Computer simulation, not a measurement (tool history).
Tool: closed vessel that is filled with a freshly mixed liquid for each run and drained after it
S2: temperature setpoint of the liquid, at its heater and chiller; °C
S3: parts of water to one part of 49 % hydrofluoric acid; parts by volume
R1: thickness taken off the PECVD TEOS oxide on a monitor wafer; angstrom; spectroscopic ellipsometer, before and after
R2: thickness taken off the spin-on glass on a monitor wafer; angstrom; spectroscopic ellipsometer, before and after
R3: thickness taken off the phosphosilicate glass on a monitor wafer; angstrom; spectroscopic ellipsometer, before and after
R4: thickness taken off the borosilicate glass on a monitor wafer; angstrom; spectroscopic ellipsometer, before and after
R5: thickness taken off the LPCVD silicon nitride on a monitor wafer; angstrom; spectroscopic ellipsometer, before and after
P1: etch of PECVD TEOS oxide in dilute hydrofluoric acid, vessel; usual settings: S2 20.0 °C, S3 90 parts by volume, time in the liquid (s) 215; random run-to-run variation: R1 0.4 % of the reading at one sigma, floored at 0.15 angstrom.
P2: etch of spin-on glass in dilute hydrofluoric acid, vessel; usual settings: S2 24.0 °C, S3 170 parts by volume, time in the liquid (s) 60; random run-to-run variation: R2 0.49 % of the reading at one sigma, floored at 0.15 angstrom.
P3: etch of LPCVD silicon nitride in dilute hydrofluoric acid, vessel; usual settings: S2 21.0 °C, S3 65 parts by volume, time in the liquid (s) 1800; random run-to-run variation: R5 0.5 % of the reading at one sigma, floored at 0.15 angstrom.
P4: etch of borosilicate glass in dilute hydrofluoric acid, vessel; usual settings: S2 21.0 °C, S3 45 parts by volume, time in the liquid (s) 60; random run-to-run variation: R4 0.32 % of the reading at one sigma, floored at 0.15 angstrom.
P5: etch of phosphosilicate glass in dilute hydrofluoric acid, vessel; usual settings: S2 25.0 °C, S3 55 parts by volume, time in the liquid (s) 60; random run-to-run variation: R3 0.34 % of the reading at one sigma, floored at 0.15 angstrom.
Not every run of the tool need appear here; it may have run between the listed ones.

Run 1, hour 10.5: process that ran P1, S2 20.0 °C, S3 90 parts by volume, time in the liquid (s) 215. Result: R1 369.870 angstrom.
Run 2, hour 21.9: process that ran P1, S2 20.0 °C, S3 90 parts by volume, time in the liquid (s) 345. Result: R1 590.690 angstrom.
Run 3, hour 32.3: process that ran P1, S2 20.0 °C, S3 90 parts by volume, time in the liquid (s) 215. Result: R1 371.670 angstrom.
Run 4, hour 45.7: process that ran P1, S2 20.0 °C, S3 90 parts by volume, time in the liquid (s) 30. Result: R1 51.207 angstrom.
Run 5, hour 55.7: process that ran P2, S2 24.0 °C, S3 170 parts by volume, time in the liquid (s) 30. Result: R2 61.834 angstrom.
Run 6, hour 63.4: process that ran P5, S2 25.0 °C, S3 55 parts by volume, time in the liquid (s) 30. Result: R3 835.03 angstrom.
Run 7, hour 76.7: process that ran P2, S2 24.0 °C, S3 170 parts by volume, time in the liquid (s) 60. Result: R2 123.940 angstrom.
Run 8, hour 90.0: process that ran P1, S2 20.0 °C, S3 20 parts by volume, time in the liquid (s) 215. Result: R1 1803.900 angstrom.
Run 9, hour 97.0: process that ran P5, S2 25.0 °C, S3 100 parts by volume, time in the liquid (s) 60. Result: R3 867.57 angstrom.
Run 10, hour 103.7: process that ran P4, S2 21.0 °C, S3 45 parts by volume, time in the liquid (s) 60. Result: R4 436.17 angstrom.
Run 11, hour 112.3: process that ran P2, S2 31.5 °C, S3 170 parts by volume, time in the liquid (s) 60. Result: R2 162.330 angstrom.
Run 12, hour 123.5: process that ran P1, S2 25.5 °C, S3 45 parts by volume, time in the liquid (s) 215. Result: R1 976.630 angstrom.
Run 13, hour 132.1: process that ran P4, S2 21.0 °C, S3 45 parts by volume, time in the liquid (s) 110. Result: R4 792.27 angstrom.
Run 14, hour 144.3: process that ran P1, S2 25.5 °C, S3 90 parts by volume, time in the liquid (s) 215. Result: R1 463.890 angstrom.
At hour 148.2: thermometer replaced.
Run 15, hour 150.9: process that ran P1, S2 17.0 °C, S3 90 parts by volume, time in the liquid (s) 215. Result: R1 326.010 angstrom.
Run 16, hour 161.1: process that ran P1, S2 20.0 °C, S3 90 parts by volume, time in the liquid (s) 215. Result: R1 369.110 angstrom.
Run 17, hour 172.0: process that ran P3, S2 21.0 °C, S3 110 parts by volume, time in the liquid (s) 1800. Result: R5 67.476 angstrom.
Run 18, hour 178.1: process that ran P3, S2 17.5 °C, S3 65 parts by volume, time in the liquid (s) 1800. Result: R5 86.826 angstrom.
Run 19, hour 188.1: process that ran P2, S2 24.0 °C, S3 60 parts by volume, time in the liquid (s) 60. Result: R2 399.710 angstrom.
Run 20, hour 198.7: process that ran P5, S2 25.0 °C, S3 55 parts by volume, time in the liquid (s) 60. Result: R3 1679.90 angstrom.
Run 21, hour 211.4: process that ran P3, S2 21.0 °C, S3 65 parts by volume, time in the liquid (s) 2635. Result: R5 164.060 angstrom.
Run 22, hour 222.1: process that ran P1, S2 20.0 °C, S3 90 parts by volume, time in the liquid (s) 215. Result: R1 368.450 angstrom.
Run 23, hour 230.2: process that ran P1, S2 20.0 °C, S3 90 parts by volume, time in the liquid (s) 215. Result: R1 367.670 angstrom.
Run 24, hour 243.1: process that ran P3, S2 21.0 °C, S3 65 parts by volume, time in the liquid (s) 1800. Result: R5 112.860 angstrom.
Run 25, hour 249.9: process that ran P1, S2 20.0 °C, S3 125 parts by volume, time in the liquid (s) 215. Result: R1 255.430 angstrom.
Run 26, hour 263.6: process that ran P4, S2 21.0 °C, S3 65 parts by volume, time in the liquid (s) 60. Result: R4 294.01 angstrom.
Run 27, hour 274.9: process that ran P4, S2 17.0 °C, S3 45 parts by volume, time in the liquid (s) 60. Result: R4 364.01 angstrom.
Run 28, hour 285.0: process that ran P1, S2 20.0 °C, S3 150 parts by volume, time in the liquid (s) 80. Result: R1 77.276 angstrom.
Run 29, hour 295.1: process that ran P1, S2 17.0 °C, S3 90 parts by volume, time in the liquid (s) 30. Result: R1 45.308 angstrom.
Run 30, hour 301.4: process that ran P2, S2 24.0 °C, S3 170 parts by volume, time in the liquid (s) 60. Result: R2 122.780 angstrom.
Run 31, hour 315.1: process that ran P5, S2 20.5 °C, S3 55 parts by volume, time in the liquid (s) 60. Result: R3 1383.20 angstrom.
Run 32, hour 327.1: process that ran P1, S2 20.0 °C, S3 90 parts by volume, time in the liquid (s) 215. Result: R1 370.420 angstrom.

Run 33 is up next; what results do you expect?
Run 33, hour 335.1: process that ran P1, S2 20.0 °C, S3 90 parts by volume, time in the liquid (s) 215. Result: R1 ?.

R1: 362.760 angstrom
